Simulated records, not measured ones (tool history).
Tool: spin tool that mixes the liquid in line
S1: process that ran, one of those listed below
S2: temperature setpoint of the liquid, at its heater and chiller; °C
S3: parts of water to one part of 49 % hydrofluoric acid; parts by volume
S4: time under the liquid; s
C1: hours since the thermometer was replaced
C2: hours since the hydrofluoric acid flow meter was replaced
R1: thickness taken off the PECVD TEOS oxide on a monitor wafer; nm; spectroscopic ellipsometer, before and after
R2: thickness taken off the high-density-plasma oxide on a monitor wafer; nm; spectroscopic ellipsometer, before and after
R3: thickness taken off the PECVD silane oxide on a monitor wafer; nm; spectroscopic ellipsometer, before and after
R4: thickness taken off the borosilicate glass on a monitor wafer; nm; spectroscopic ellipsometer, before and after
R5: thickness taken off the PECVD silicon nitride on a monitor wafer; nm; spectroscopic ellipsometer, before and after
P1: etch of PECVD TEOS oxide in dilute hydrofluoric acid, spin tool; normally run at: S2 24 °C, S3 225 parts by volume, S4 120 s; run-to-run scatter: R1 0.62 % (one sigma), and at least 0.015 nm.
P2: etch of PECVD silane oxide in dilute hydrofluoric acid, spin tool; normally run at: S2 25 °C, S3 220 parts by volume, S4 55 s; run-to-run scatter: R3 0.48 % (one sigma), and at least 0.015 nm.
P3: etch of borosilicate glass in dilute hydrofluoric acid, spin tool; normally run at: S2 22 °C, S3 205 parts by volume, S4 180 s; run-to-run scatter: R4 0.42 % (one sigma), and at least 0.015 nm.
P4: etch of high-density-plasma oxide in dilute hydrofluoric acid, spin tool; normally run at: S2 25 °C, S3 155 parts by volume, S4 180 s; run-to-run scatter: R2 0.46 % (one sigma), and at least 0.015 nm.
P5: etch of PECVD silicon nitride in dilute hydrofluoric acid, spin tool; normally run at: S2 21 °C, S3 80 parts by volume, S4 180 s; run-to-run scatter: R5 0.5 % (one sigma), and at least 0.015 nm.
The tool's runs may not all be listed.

run	day	S1	S2	S3	S4	C1	C2	R1	R2	R3	R4	R5
1	0.454	P1	24	225	120	469.2	1007.6	4.0512				
2	1.104	P1	24	225	120	484.8	1023.2	4.0814				
3	1.708	P4	25	155	180	499.3	1037.7		10.893			
4	2.392	P2	25	220	55	515.7	1054.1			4.8025		
5	2.983	P3	22	205	25	529.9	1068.3				4.066	
6	3.538	P1	24	225	55	543.2	1081.6	1.8697				
7	4.088	P3	22	105	180	556.4	1094.8				63.346	
8	4.725	P2	25	220	15	571.7	1110.1			1.2853		
9	5.038	P5	21	80	180	579.2	1117.6					4.3082
10	5.658	P4	25	155	350	594.1	1132.5		21.08			
11	5.988	P1	30	225	20	602	1140.4	0.84537				
12	6.696	P1	30	75	120	619	1157.4	18.102				
# day 6.783: thermometer replaced
13	7.154	P1	24	225	120	9	1168.4	4.0624				
14	7.5	P3	22	205	180	17.3	1176.7				29.394	
15	8.004	P2	30.5	220	55	29.4	1188.8			5.8074		
16	8.688	P5	21	80	260	45.8	1205.2					6.2341
17	9.196	P1	24	370	120	58	1217.4	2.1437				
18	9.658	P1	28	225	120	69.1	1228.5	4.6881				
19	10.096	P1	17	335	120	79.6	1239	1.9081				
20	10.554	P3	30	205	180	90.6	1250				38.855	
21	11.204	P5	21	140	180	106.2	1265.6					2.5114
22	11.65	P1	24	225	120	116.9	1276.3	4.0678				
23	12.183	P4	30.5	155	180	129.7	1289.1		13.429			
24	12.654	P2	25	395	55	141	1300.4			2.259		
25	13.354	P4	25	215	180	157.8	1317.2		7.3626			
26	13.979	P1	17	225	120	172.8	1332.2	3.1899				
27	14.667	P5	17	80	180	189.3	1348.7					3.2739
28	15.117	P1	24	140	120	200.1	1359.5	7.1379				
29	15.583	P1	24	225	195	211.3	1370.7	6.5264				
30	16.138	P1	24	225	120	224.6	1384	4.0776				
31	16.846	P1	24	225	120	241.6	1401	4.2777				
32	17.304	P1	24	225	120	252.6	1412	4.183				
33	17.929	P1	24	225	120	267.6	1427	4.3316				
34	18.558	P1	24	225	120	282.7	1442.1	4.3075				
35	19.083	P1	24	225	120	295.3	1454.7	4.3519				
36	19.658	P1	24	225	120	309.1	1468.5	4.3134				
37	20.042	P1	24	225	120	318.3	1477.7	4.359				
38	20.617	P1	24	225	120	332.1	1491.5	4.3453				

What P1 gives has crept away from where it was. These 2 causes fit the log equally well, each at the size given:
A: hydrofluoric acid flow above the setpoint (%) = 5.48
B: liquid hotter than its thermometer reads (K) = 1.83
The creep began at about day 16.138.

4 check runs are offered, one wafer each, their results left as question marks. Which one tells the causes apart?
check 1	21.192	P5	21	125	180							?
check 2	21.192	P3	26.5	205	40						?	
check 3	21.192	P4	29	155	180				?			
check 4	21.192	P2	25	220	30					?		

What each check would give under each cause:
check	result	if A	if B
check 1	R5	2.9375	3.1481
check 2	R4	8.1899	8.1852
check 3	R2	13.446	13.472
check 4	R3	2.7858	2.7847
How far apart the two closest causes lie, in the result that separates them most: check 1 6.92 %; check 2 0.06 %; check 3 0.19 %; check 4 0.04 %
Only check 1 tells the causes apart: in the others they would give nearly the same result.

Check 1 was then run and gave: R5 3.1795 nm. Which cause is it?

It is B: liquid hotter than its thermometer reads (K).

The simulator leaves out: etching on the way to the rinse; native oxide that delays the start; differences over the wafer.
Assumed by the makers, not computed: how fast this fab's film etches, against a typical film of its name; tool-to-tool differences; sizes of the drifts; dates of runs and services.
